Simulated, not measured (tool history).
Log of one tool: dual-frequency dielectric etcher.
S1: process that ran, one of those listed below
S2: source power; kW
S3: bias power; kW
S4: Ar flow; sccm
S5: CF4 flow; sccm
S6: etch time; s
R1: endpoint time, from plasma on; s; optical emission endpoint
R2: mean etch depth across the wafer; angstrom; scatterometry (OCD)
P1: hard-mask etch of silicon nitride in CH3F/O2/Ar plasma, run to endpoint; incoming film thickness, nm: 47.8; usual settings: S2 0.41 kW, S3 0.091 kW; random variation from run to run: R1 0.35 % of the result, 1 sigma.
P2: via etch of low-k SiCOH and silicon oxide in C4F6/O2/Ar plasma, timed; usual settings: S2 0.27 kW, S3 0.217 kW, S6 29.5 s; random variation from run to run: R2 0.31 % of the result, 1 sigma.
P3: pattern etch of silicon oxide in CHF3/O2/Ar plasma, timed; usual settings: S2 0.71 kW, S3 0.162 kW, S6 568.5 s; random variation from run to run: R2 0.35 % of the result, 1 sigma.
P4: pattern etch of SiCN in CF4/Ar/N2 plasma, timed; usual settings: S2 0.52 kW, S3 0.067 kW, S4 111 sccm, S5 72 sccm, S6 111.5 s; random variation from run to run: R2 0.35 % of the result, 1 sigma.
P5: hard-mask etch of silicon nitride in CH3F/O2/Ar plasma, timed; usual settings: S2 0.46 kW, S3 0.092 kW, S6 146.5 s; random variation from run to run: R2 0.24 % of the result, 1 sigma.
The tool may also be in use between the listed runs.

run 1 day=0.392 | S1=P1 S2=0.41 S3=0.091 | R1=62.167
run 2 day=0.667 | S1=P4 S2=0.52 S3=0.067 S4=111 S5=72 S6=111.5 | R2=1017.2
run 3 day=1.062 | S1=P1 S2=0.41 S3=0.091 | R1=62.307
run 4 day=1.358 | S1=P2 S2=0.21 S3=0.217 S6=29.5 | R2=567.63
run 5 day=1.704 | S1=P1 S2=0.41 S3=0.091 | R1=61.82
run 6 day=2.125 | S1=P1 S2=0.27 S3=0.091 | R1=72.506
run 7 day=2.35 | S1=P4 S2=0.52 S3=0.067 S4=111 S5=72 S6=156.5 | R2=1429.4
run 8 day=2.788 | S1=P4 S2=0.66 S3=0.067 S4=111 S5=72 S6=111.5 | R2=1256.8
run 9 day=3.162 | S1=P1 S2=0.5 S3=0.113 | R1=53.114
run 10 day=3.529 | S1=P2 S2=0.27 S3=0.217 S6=43 | R2=914.93
run 11 day=3.75 | S1=P5 S2=0.46 S3=0.092 S6=98.5 | R2=810.79
run 12 day=3.996 | S1=P1 S2=0.41 S3=0.118 | R1=56.499
run 13 day=4.462 | S1=P3 S2=0.71 S3=0.162 S6=568.5 | R2=11455
run 14 day=4.762 | S1=P4 S2=0.52 S3=0.067 S4=155 S5=72 S6=111.5 | R2=959.87
run 15 day=5.146 | S1=P3 S2=0.87 S3=0.162 S6=568.5 | R2=12340
run 16 day=5.588 | S1=P4 S2=0.52 S3=0.082 S4=111 S5=72 S6=111.5 | R2=1087.3
run 17 day=5.946 | S1=P1 S2=0.41 S3=0.091 | R1=62.503
run 18 day=6.404 | S1=P4 S2=0.52 S3=0.067 S4=111 S5=72 S6=111.5 | R2=1018.2
run 19 day=6.8 | S1=P4 S2=0.52 S3=0.067 S4=111 S5=43 S6=111.5 | R2=933.57
run 20 day=7.221 | S1=P5 S2=0.66 S3=0.092 S6=146.5 | R2=1389
run 21 day=7.575 | S1=P2 S2=0.27 S3=0.3 S6=29.5 | R2=699.66
run 22 day=7.975 | S1=P2 S2=0.27 S3=0.217 S6=29.5 | R2=623.86
-- day=8.029 wet clean of the chamber
run 23 day=8.188 | S1=P1 S2=0.41 S3=0.091 | R1=62.3
run 24 day=8.512 | S1=P1 S2=0.41 S3=0.091 | R1=62.175
run 25 day=8.958 | S1=P1 S2=0.41 S3=0.056 | R1=73.585
run 26 day=9.388 | S1=P3 S2=0.71 S3=0.117 S6=568.5 | R2=10338
run 27 day=9.662 | S1=P1 S2=0.32 S3=0.07 | R1=74.732
-- day=9.8 bias power generator calibrated
run 28 day=9.9 | S1=P1 S2=0.5 S3=0.091 | R1=57.895
run 29 day=10.158 | S1=P2 S2=0.27 S3=0.217 S6=29.5 | R2=626.14
run 30 day=10.379 | S1=P5 S2=0.46 S3=0.115 S6=146.5 | R2=1309
run 31 day=10.662 | S1=P3 S2=0.71 S3=0.162 S6=733 | R2=14785
run 32 day=10.875 | S1=P1 S2=0.29 S3=0.118 | R1=63.966
run 33 day=11.221 | S1=P5 S2=0.46 S3=0.092 S6=146.5 | R2=1209.7
run 34 day=11.496 | S1=P1 S2=0.41 S3=0.091 | R1=62.427
run 35 day=11.808 | S1=P1 S2=0.41 S3=0.091 | R1=61.835
run 36 day=12.033 | S1=P1 S2=0.41 S3=0.091 | R1=61.503
run 37 day=12.371 | S1=P1 S2=0.41 S3=0.091 | R1=61.703
run 38 day=12.842 | S1=P1 S2=0.41 S3=0.091 | R1=61.282
run 39 day=13.142 | S1=P1 S2=0.41 S3=0.091 | R1=61.479
run 40 day=13.467 | S1=P1 S2=0.41 S3=0.091 | R1=61.287
run 41 day=13.754 | S1=P1 S2=0.41 S3=0.091 | R1=61.111
-- day=13.762 wet clean of the chamber
run 42 day=14.188 | S1=P1 S2=0.41 S3=0.091 | R1=61.067
run 43 day=14.6 | S1=P1 S2=0.41 S3=0.091 | R1=61.205
run 44 day=15.008 | S1=P1 S2=0.41 S3=0.091 | R1=60.844
run 45 day=15.275 | S1=P1 S2=0.41 S3=0.091 | R1=61

What P1 gives has crept away from where it was. These 2 causes fit the log equally well, each at the size given:
A: source power that arrives over what is set, % = 4.75
B: bias power that arrives over what is set, % = 4.93
The creep began at about day 11.496.
Why every other cause is out:
chamber walls in a state that raises the etch rate, %: serviced at day 13.762, which brought nothing back

4 check runs are offered, each on 2 wafers whose results are averaged, their results left as question marks. Which one tells the causes apart?
run check 1 day=15.542 | S1=P4 S2=0.52 S3=0.067 S4=146 S5=72 S6=154.5 | R2=?
run check 2 day=15.542 | S1=P3 S2=0.71 S3=0.134 S6=568.5 | R2=?
run check 3 day=15.542 | S1=P2 S2=0.27 S3=0.292 S6=43 | R2=?
run check 4 day=15.542 | S1=P5 S2=0.46 S3=0.107 S6=146.5 | R2=?

What each check would give under each cause:
check=check_1 result=R2 if_A=1406.3 if_B=1374
check=check_2 result=R2 if_A=11010 if_B=10976
check=check_3 result=R2 if_A=1024.6 if_B=1024.3
check=check_4 result=R2 if_A=1298.5 if_B=1299.3
How far apart the two closest causes lie, in the result that separates them most: check 1 2.33 %; check 2 0.31 %; check 3 0.03 %; check 4 0.06 %
Check 1 tells the causes apart: in the others they would give nearly the same result.

Then check 1 was run and gave: R2 1410.8 angstrom. Which cause is it?

It is A: source power that arrives over what is set, %.
